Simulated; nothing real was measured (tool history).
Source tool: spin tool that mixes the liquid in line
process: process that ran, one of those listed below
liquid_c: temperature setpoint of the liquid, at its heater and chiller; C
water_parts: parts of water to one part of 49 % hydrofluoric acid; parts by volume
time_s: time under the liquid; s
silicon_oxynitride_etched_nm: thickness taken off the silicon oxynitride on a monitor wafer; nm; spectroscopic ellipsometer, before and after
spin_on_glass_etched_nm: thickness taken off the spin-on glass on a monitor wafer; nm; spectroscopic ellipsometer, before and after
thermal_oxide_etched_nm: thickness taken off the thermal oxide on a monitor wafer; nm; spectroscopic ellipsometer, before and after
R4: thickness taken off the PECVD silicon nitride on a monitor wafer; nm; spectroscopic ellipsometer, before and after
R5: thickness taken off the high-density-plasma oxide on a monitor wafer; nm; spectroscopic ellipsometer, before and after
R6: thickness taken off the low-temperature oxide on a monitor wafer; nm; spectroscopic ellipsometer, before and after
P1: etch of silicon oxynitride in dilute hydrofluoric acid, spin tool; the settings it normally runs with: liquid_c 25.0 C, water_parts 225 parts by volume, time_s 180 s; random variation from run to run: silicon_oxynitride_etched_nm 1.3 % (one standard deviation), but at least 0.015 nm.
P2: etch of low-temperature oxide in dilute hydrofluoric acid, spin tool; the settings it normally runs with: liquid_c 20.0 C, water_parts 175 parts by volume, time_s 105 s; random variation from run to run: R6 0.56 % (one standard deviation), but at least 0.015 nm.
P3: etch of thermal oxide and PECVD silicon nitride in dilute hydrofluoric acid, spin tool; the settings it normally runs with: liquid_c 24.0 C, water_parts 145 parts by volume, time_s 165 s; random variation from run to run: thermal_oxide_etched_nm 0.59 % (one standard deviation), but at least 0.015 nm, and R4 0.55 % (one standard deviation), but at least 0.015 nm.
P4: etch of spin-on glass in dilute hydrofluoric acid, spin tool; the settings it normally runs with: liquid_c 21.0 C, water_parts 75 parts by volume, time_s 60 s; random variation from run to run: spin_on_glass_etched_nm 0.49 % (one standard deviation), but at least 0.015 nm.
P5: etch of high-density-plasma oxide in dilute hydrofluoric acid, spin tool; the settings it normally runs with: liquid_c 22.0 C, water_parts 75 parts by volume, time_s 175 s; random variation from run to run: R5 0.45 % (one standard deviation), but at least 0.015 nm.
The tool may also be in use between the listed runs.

Run 1, hour 9.6: process P1, liquid_c 25.0 C, water_parts 225 parts by volume, time_s 180 s. Result: silicon_oxynitride_etched_nm 1.80360 nm.
Run 2, hour 18.5: process P1, liquid_c 25.0 C, water_parts 225 parts by volume, time_s 340 s. Result: silicon_oxynitride_etched_nm 3.35970 nm.
Run 3, hour 28.7: process P1, liquid_c 25.0 C, water_parts 225 parts by volume, time_s 180 s. Result: silicon_oxynitride_etched_nm 1.76210 nm.
Run 4, hour 35.2: process P1, liquid_c 31.0 C, water_parts 225 parts by volume, time_s 180 s. Result: silicon_oxynitride_etched_nm 2.24810 nm.
Run 5, hour 42.2: process P4, liquid_c 26.0 C, water_parts 75 parts by volume, time_s 60 s. Result: spin_on_glass_etched_nm 38.584 nm.
Run 6, hour 53.4: process P1, liquid_c 25.0 C, water_parts 90 parts by volume, time_s 180 s. Result: silicon_oxynitride_etched_nm 5.03650 nm.
Run 7, hour 62.4: process P3, liquid_c 24.0 C, water_parts 145 parts by volume, time_s 165 s. Result: thermal_oxide_etched_nm 5.2134 nm, R4 3.9538 nm.
Run 8, hour 75.6: process P1, liquid_c 25.0 C, water_parts 225 parts by volume, time_s 180 s. Result: silicon_oxynitride_etched_nm 1.78560 nm.
Run 9, hour 89.5: process P5, liquid_c 22.0 C, water_parts 75 parts by volume, time_s 175 s. Result: R5 19.294 nm.
Run 10, hour 96.1: process P5, liquid_c 22.0 C, water_parts 75 parts by volume, time_s 175 s. Result: R5 19.218 nm.
At hour 100.9: thermometer replaced.
Run 11, hour 103.1: process P1, liquid_c 31.5 C, water_parts 225 parts by volume, time_s 255 s. Result: silicon_oxynitride_etched_nm 3.28680 nm.
Run 12, hour 113.6: process P1, liquid_c 25.0 C, water_parts 225 parts by volume, time_s 55 s. Result: silicon_oxynitride_etched_nm 0.53020 nm.
Run 13, hour 122.4: process P1, liquid_c 25.0 C, water_parts 225 parts by volume, time_s 180 s. Result: silicon_oxynitride_etched_nm 1.76460 nm.
Run 14, hour 129.7: process P3, liquid_c 29.5 C, water_parts 145 parts by volume, time_s 165 s. Result: thermal_oxide_etched_nm 6.4274 nm, R4 5.5862 nm.
Run 15, hour 140.9: process P1, liquid_c 25.0 C, water_parts 375 parts by volume, time_s 25 s. Result: silicon_oxynitride_etched_nm 0.12249 nm.
Run 16, hour 149.9: process P2, liquid_c 20.0 C, water_parts 325 parts by volume, time_s 105 s. Result: R6 3.5960 nm.
At hour 159.6: hydrofluoric acid flow meter replaced.
Run 17, hour 161.1: process P4, liquid_c 21.0 C, water_parts 25 parts by volume, time_s 60 s. Result: spin_on_glass_etched_nm 99.863 nm.
Run 18, hour 171.9: process P4, liquid_c 21.0 C, water_parts 75 parts by volume, time_s 60 s. Result: spin_on_glass_etched_nm 31.781 nm.
Run 19, hour 183.6: process P1, liquid_c 21.5 C, water_parts 225 parts by volume, time_s 180 s. Result: silicon_oxynitride_etched_nm 1.51360 nm.
Run 20, hour 191.0: process P2, liquid_c 20.0 C, water_parts 175 parts by volume, time_s 15 s. Result: R6 1.1043 nm.
Run 21, hour 200.5: process P3, liquid_c 24.0 C, water_parts 145 parts by volume, time_s 25 s. Result: thermal_oxide_etched_nm 0.8044 nm, R4 0.5875 nm.
Run 22, hour 214.1: process P4, liquid_c 21.0 C, water_parts 75 parts by volume, time_s 110 s. Result: spin_on_glass_etched_nm 58.166 nm.
Run 23, hour 222.6: process P1, liquid_c 25.0 C, water_parts 335 parts by volume, time_s 180 s. Result: silicon_oxynitride_etched_nm 1.09330 nm.
Run 24, hour 232.5: process P1, liquid_c 25.0 C, water_parts 225 parts by volume, time_s 180 s. Result: silicon_oxynitride_etched_nm 1.78160 nm.
Run 25, hour 240.5: process P5, liquid_c 22.0 C, water_parts 20 parts by volume, time_s 175 s. Result: R5 76.716 nm.
Run 26, hour 251.8: process P1, liquid_c 25.0 C, water_parts 225 parts by volume, time_s 180 s. Result: silicon_oxynitride_etched_nm 1.79520 nm.
Run 27, hour 259.2: process P3, liquid_c 24.0 C, water_parts 90 parts by volume, time_s 165 s. Result: thermal_oxide_etched_nm 9.0998 nm, R4 6.3678 nm.
Run 28, hour 267.1: process P1, liquid_c 30.5 C, water_parts 225 parts by volume, time_s 65 s. Result: silicon_oxynitride_etched_nm 0.78352 nm.
Run 29, hour 273.8: process P5, liquid_c 22.0 C, water_parts 75 parts by volume, time_s 310 s. Result: R5 33.720 nm.
Run 30, hour 283.0: process P5, liquid_c 17.5 C, water_parts 75 parts by volume, time_s 175 s. Result: R5 15.795 nm.

Forecast run 31:
Run 31, hour 295.5: process P2, liquid_c 28.0 C, water_parts 175 parts by volume, time_s 105 s. Result: R6 ?.

Run 31 produced R6 10.4720 nm.
